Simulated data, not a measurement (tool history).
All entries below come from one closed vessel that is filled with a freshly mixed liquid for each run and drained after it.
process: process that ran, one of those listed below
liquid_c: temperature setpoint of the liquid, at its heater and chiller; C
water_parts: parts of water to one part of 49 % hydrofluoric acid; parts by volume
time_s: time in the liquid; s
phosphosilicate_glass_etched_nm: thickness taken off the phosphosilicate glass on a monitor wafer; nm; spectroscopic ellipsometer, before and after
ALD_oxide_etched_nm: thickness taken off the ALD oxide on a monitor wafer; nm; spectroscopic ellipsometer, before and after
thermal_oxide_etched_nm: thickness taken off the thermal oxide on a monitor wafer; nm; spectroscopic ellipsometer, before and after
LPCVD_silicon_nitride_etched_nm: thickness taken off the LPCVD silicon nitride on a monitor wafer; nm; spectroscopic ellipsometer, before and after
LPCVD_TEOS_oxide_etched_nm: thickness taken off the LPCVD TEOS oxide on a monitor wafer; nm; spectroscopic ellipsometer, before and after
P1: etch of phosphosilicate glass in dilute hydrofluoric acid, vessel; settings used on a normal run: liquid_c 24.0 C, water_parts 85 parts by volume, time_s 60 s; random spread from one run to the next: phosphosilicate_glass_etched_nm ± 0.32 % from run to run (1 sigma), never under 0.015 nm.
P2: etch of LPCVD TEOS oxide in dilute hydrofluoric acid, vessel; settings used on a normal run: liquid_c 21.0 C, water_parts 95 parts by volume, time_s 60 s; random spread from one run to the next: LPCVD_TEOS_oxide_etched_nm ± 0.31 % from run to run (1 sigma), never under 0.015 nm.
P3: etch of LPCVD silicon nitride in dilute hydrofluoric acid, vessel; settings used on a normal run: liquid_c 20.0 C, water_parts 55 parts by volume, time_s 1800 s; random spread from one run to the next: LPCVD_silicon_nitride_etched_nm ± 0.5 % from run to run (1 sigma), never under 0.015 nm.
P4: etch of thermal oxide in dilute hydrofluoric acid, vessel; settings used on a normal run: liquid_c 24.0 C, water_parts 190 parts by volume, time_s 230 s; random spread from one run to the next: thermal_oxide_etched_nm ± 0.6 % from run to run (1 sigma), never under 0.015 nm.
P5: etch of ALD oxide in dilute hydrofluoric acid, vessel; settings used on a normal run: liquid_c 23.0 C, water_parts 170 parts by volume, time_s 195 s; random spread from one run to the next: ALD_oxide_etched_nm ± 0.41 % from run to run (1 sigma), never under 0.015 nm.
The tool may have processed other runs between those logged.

| run | hour | process | liquid_c | water_parts | time_s | hours since the thermometer was replaced | hours since the hydrofluoric acid flow meter was replaced | phosphosilicate_glass_etched_nm | ALD_oxide_etched_nm | thermal_oxide_etched_nm | LPCVD_silicon_nitride_etched_nm | LPCVD_TEOS_oxide_etched_nm |
|---|---|---|---|---|---|---|---|---|---|---|---|---|
| 1 | 7.4 | P1 | 24.0 | 85 | 60 | 948.6 | 307.7 | 147.390 |  |  |  |  |
| 2 | 15.1 | P1 | 29.5 | 85 | 60 | 956.3 | 315.4 | 182.120 |  |  |  |  |
| 3 | 23.7 | P5 | 23.0 | 230 | 195 | 964.9 | 324.0 |  | 6.9368 |  |  |  |
| 4 | 36.1 | P1 | 24.0 | 85 | 60 | 977.3 | 336.4 | 146.470 |  |  |  |  |
| 5 | 49.2 | P5 | 27.0 | 170 | 195 | 990.4 | 349.5 |  | 11.5090 |  |  |  |
| 6 | 60.6 | P4 | 24.0 | 190 | 230 | 1001.8 | 360.9 |  |  | 5.1712 |  |  |
| 7 | 70.6 | P1 | 24.0 | 20 | 60 | 1011.8 | 370.9 | 684.200 |  |  |  |  |
| 8 | 80.5 | P3 | 20.0 | 55 | 1800 | 1021.7 | 380.8 |  |  |  | 15.436 |  |
| 9 | 92.2 | P4 | 30.0 | 190 | 230 | 1033.4 | 392.5 |  |  | 6.4707 |  |  |
| 10 | 103.6 | P1 | 24.0 | 85 | 60 | 1044.8 | 403.9 | 146.870 |  |  |  |  |
| 11 | 112.1 | P2 | 21.0 | 155 | 60 | 1053.3 | 412.4 |  |  |  |  | 8.135 |
| 12 | 121.5 | P1 | 17.0 | 85 | 60 | 1062.7 | 421.8 | 110.450 |  |  |  |  |
| 13 | 135.0 | P2 | 21.0 | 95 | 60 | 1076.2 | 435.3 |  |  |  |  | 14.171 |
| 14 | 146.3 | P1 | 24.0 | 85 | 60 | 1087.5 | 446.6 | 147.860 |  |  |  |  |
| 15 | 158.0 | P3 | 17.0 | 55 | 1800 | 1099.2 | 458.3 |  |  |  | 12.448 |  |
| 16 | 167.5 | P3 | 20.0 | 55 | 2805 | 1108.7 | 467.8 |  |  |  | 24.176 |  |
| 17 | 179.5 | P3 | 20.0 | 55 | 1800 | 1120.7 | 479.8 |  |  |  | 15.463 |  |
| 18 | 190.0 | P1 | 24.0 | 85 | 60 | 1131.2 | 490.3 | 147.290 |  |  |  |  |
| 19 | 200.3 | P2 | 21.0 | 95 | 60 | 1141.5 | 500.6 |  |  |  |  | 14.211 |
| 20 | 209.4 | P4 | 24.0 | 50 | 230 | 1150.6 | 509.7 |  |  | 23.1420 |  |  |
| 21 | 220.5 | P1 | 30.0 | 85 | 30 | 1161.7 | 520.8 | 93.137 |  |  |  |  |
| 22 | 228.7 | P1 | 24.0 | 120 | 30 | 1169.9 | 529.0 | 50.054 |  |  |  |  |
| 23 | 236.7 | P1 | 24.0 | 85 | 30 | 1177.9 | 537.0 | 73.705 |  |  |  |  |
| 24 | 250.3 | P3 | 20.0 | 85 | 1800 | 1191.5 | 550.6 |  |  |  | 10.164 |  |
| 25 | 262.8 | P2 | 21.0 | 95 | 105 | 1204.0 | 563.1 |  |  |  |  | 24.681 |
|  | 264.7 | thermometer replaced |
| 26 | 273.2 | P1 | 24.0 | 85 | 60 | 8.6 | 573.5 | 147.500 |  |  |  |  |
| 27 | 284.4 | P5 | 23.0 | 170 | 195 | 19.8 | 584.7 |  | 9.8812 |  |  |  |
| 28 | 294.0 | P2 | 28.0 | 95 | 60 | 29.4 | 594.3 |  |  |  |  | 18.640 |
| 29 | 302.9 | P1 | 24.0 | 150 | 60 | 38.3 | 603.2 | 77.452 |  |  |  |  |
| 30 | 316.7 | P1 | 24.0 | 85 | 110 | 52.1 | 617.0 | 269.340 |  |  |  |  |
| 31 | 323.1 | P4 | 24.0 | 190 | 95 | 58.5 | 623.4 |  |  | 2.1381 |  |  |
| 32 | 336.4 | P1 | 31.5 | 85 | 110 | 71.8 | 636.7 | 360.500 |  |  |  |  |
| 33 | 346.2 | P5 | 23.0 | 170 | 65 | 81.6 | 646.5 |  | 3.2742 |  |  |  |
| 34 | 355.4 | P1 | 24.0 | 85 | 60 | 90.8 | 655.7 | 147.030 |  |  |  |  |
| 35 | 368.8 | P1 | 24.0 | 85 | 60 | 104.2 | 669.1 | 142.490 |  |  |  |  |
| 36 | 376.0 | P1 | 24.0 | 85 | 60 | 111.4 | 676.3 | 140.630 |  |  |  |  |
| 37 | 383.8 | P1 | 24.0 | 85 | 60 | 119.2 | 684.1 | 139.680 |  |  |  |  |
| 38 | 395.3 | P1 | 24.0 | 85 | 60 | 130.7 | 695.6 | 139.150 |  |  |  |  |
| 39 | 402.2 | P1 | 24.0 | 85 | 60 | 137.6 | 702.5 | 138.240 |  |  |  |  |
| 40 | 410.2 | P1 | 24.0 | 85 | 60 | 145.6 | 710.5 | 137.470 |  |  |  |  |
| 41 | 422.7 | P1 | 24.0 | 85 | 60 | 158.1 | 723.0 | 137.460 |  |  |  |  |
| 42 | 433.0 | P1 | 24.0 | 85 | 60 | 168.4 | 733.3 | 136.470 |  |  |  |  |
| 43 | 443.7 | P1 | 24.0 | 85 | 60 | 179.1 | 744.0 | 135.980 |  |  |  |  |

The log shows P1 creeping away from where it was. Any of the 2 causes listed here, at the size stated for it, fits the log just as well as the others:
A: liquid colder than its thermometer reads (K) = 1.8
B: hydrofluoric acid flow below the setpoint (%) = 6.33
Onset of the creep was near hour 355.4.

Listed below are the offered check runs, one wafer per run, with question marks in place of results. For which of them would the causes give clearly different outcomes?
| check 1 | 454.4 | P3 | 20.0 | 55 | 1800 |  |  |  |  |  | ? |  |
| check 2 | 454.4 | P2 | 21.0 | 95 | 60 |  |  |  |  |  |  | ? |
| check 3 | 454.4 | P4 | 24.0 | 190 | 230 |  |  |  |  | ? |  |  |
| check 4 | 454.4 | P5 | 23.0 | 170 | 195 |  |  |  | ? |  |  |  |

What every check run would give for each of its results, assuming each possible cause in turn:
| check | result | if A | if B |
|---|---|---|---|
| check 1 | LPCVD_silicon_nitride_etched_nm | 13.663 | 14.536 |
| check 2 | LPCVD_TEOS_oxide_etched_nm | 13.166 | 13.184 |
| check 3 | thermal_oxide_etched_nm | 4.8372 | 4.7812 |
| check 4 | ALD_oxide_etched_nm | 9.2694 | 9.1902 |
Minimum pairwise separation of causes per check, each pair taken at its best-separating result: check 1 6.19 %; check 2 0.14 %; check 3 1.16 %; check 4 0.86 %
Check 1 tells the causes apart: in the others they would give nearly the same result.

With check 1 done, the readings were: LPCVD_silicon_nitride_etched_nm 14.509 nm. Identify which of the listed causes applies.

B is the cause: hydrofluoric acid flow below the setpoint (%).

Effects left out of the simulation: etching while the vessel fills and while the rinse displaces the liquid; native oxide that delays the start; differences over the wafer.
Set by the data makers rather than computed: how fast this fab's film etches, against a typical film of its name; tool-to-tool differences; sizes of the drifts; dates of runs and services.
